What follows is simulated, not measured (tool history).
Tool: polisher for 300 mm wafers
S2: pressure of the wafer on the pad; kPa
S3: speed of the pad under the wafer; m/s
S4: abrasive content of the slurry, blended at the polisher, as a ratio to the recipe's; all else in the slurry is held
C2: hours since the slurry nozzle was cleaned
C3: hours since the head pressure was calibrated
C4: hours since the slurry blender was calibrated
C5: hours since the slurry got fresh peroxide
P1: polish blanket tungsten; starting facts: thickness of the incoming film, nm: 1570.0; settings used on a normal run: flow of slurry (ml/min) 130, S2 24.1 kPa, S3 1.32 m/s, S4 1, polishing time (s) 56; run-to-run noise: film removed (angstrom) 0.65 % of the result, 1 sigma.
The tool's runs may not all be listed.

run 1 hour=7.2 | flow_of_slurry_(ml/min)=130 S2=24.1 S3=1.32 S4=1 polishing_time_(s)=56 | wafers_polished_on_this_pad=921 C2=183.9 C3=478.4 C4=65.7 C5=22.3 | film_removed_(angstrom)=3729.6
run 2 hour=14 | flow_of_slurry_(ml/min)=130 S2=24.1 S3=1.32 S4=1 polishing_time_(s)=56 | wafers_polished_on_this_pad=1024 C2=190.7 C3=485.2 C4=72.5 C5=29.1 | film_removed_(angstrom)=3714.7
run 3 hour=24.7 | flow_of_slurry_(ml/min)=200 S2=24.1 S3=1.32 S4=1 polishing_time_(s)=56 | wafers_polished_on_this_pad=1187 C2=201.4 C3=495.9 C4=83.2 C5=39.8 | film_removed_(angstrom)=3980.6
run 4 hour=38.2 | flow_of_slurry_(ml/min)=130 S2=24.1 S3=0.82 S4=1 polishing_time_(s)=56 | wafers_polished_on_this_pad=1391 C2=214.9 C3=509.4 C4=96.7 C5=53.3 | film_removed_(angstrom)=2291.1
run 5 hour=50.7 | flow_of_slurry_(ml/min)=90 S2=24.1 S3=2 S4=1 polishing_time_(s)=56 | wafers_polished_on_this_pad=1581 C2=227.4 C3=521.9 C4=109.2 C5=65.8 | film_removed_(angstrom)=5176.2
run 6 hour=62.9 | flow_of_slurry_(ml/min)=130 S2=24.1 S3=1.32 S4=1 polishing_time_(s)=56 | wafers_polished_on_this_pad=1766 C2=239.6 C3=534.1 C4=121.4 C5=78 | film_removed_(angstrom)=3731.5
run 7 hour=73 | flow_of_slurry_(ml/min)=130 S2=24.1 S3=1.32 S4=1 polishing_time_(s)=39 | wafers_polished_on_this_pad=1919 C2=249.7 C3=544.2 C4=131.5 C5=88.1 | film_removed_(angstrom)=2582.2
run 8 hour=86.2 | flow_of_slurry_(ml/min)=80 S2=24.1 S3=1.32 S4=1 polishing_time_(s)=56 | wafers_polished_on_this_pad=2119 C2=262.9 C3=557.4 C4=144.7 C5=101.3 | film_removed_(angstrom)=3277.1
run 9 hour=95.3 | flow_of_slurry_(ml/min)=80 S2=24.1 S3=1.32 S4=1 polishing_time_(s)=74 | wafers_polished_on_this_pad=2257 C2=272 C3=566.5 C4=153.8 C5=110.4 | film_removed_(angstrom)=4323
run 10 hour=103 | flow_of_slurry_(ml/min)=130 S2=15.9 S3=1.32 S4=1 polishing_time_(s)=56 | wafers_polished_on_this_pad=2373 C2=279.7 C3=574.2 C4=161.5 C5=118.1 | film_removed_(angstrom)=2441.7
-- hour=105.8 worn pad replaced by a new one
run 11 hour=111 | flow_of_slurry_(ml/min)=130 S2=24.1 S3=1.32 S4=1 polishing_time_(s)=56 | wafers_polished_on_this_pad=79 C2=287.7 C3=582.2 C4=169.5 C5=126.1 | film_removed_(angstrom)=3674.5
run 12 hour=121.1 | flow_of_slurry_(ml/min)=130 S2=24.1 S3=1.32 S4=1.4 polishing_time_(s)=56 | wafers_polished_on_this_pad=232 C2=297.8 C3=592.3 C4=179.6 C5=136.2 | film_removed_(angstrom)=4033.4
run 13 hour=133.3 | flow_of_slurry_(ml/min)=130 S2=24.1 S3=1.32 S4=0.55 polishing_time_(s)=56 | wafers_polished_on_this_pad=417 C2=310 C3=604.5 C4=191.8 C5=148.4 | film_removed_(angstrom)=3243.2
run 14 hour=145 | flow_of_slurry_(ml/min)=130 S2=24.1 S3=2.08 S4=1 polishing_time_(s)=56 | wafers_polished_on_this_pad=594 C2=321.7 C3=616.2 C4=203.5 C5=160.1 | film_removed_(angstrom)=5861.3
run 15 hour=152.1 | flow_of_slurry_(ml/min)=130 S2=24.1 S3=1.32 S4=1 polishing_time_(s)=88 | wafers_polished_on_this_pad=702 C2=328.8 C3=623.3 C4=210.6 C5=167.2 | film_removed_(angstrom)=5860.2
run 16 hour=161.3 | flow_of_slurry_(ml/min)=130 S2=33.8 S3=1.32 S4=1 polishing_time_(s)=56 | wafers_polished_on_this_pad=841 C2=338 C3=632.5 C4=219.8 C5=176.4 | film_removed_(angstrom)=5154.9
run 17 hour=172.3 | flow_of_slurry_(ml/min)=130 S2=24.1 S3=1.32 S4=1 polishing_time_(s)=56 | wafers_polished_on_this_pad=1008 C2=349 C3=643.5 C4=230.8 C5=187.4 | film_removed_(angstrom)=3731.8

Expected results for the next run?
run 18 hour=181.3 | flow_of_slurry_(ml/min)=130 S2=24.1 S3=1.32 S4=1 polishing_time_(s)=56 | wafers_polished_on_this_pad=1144 C2=358 C3=652.5 C4=239.8 C5=196.4 | film_removed_(angstrom)=?

film removed (angstrom): 3704.1
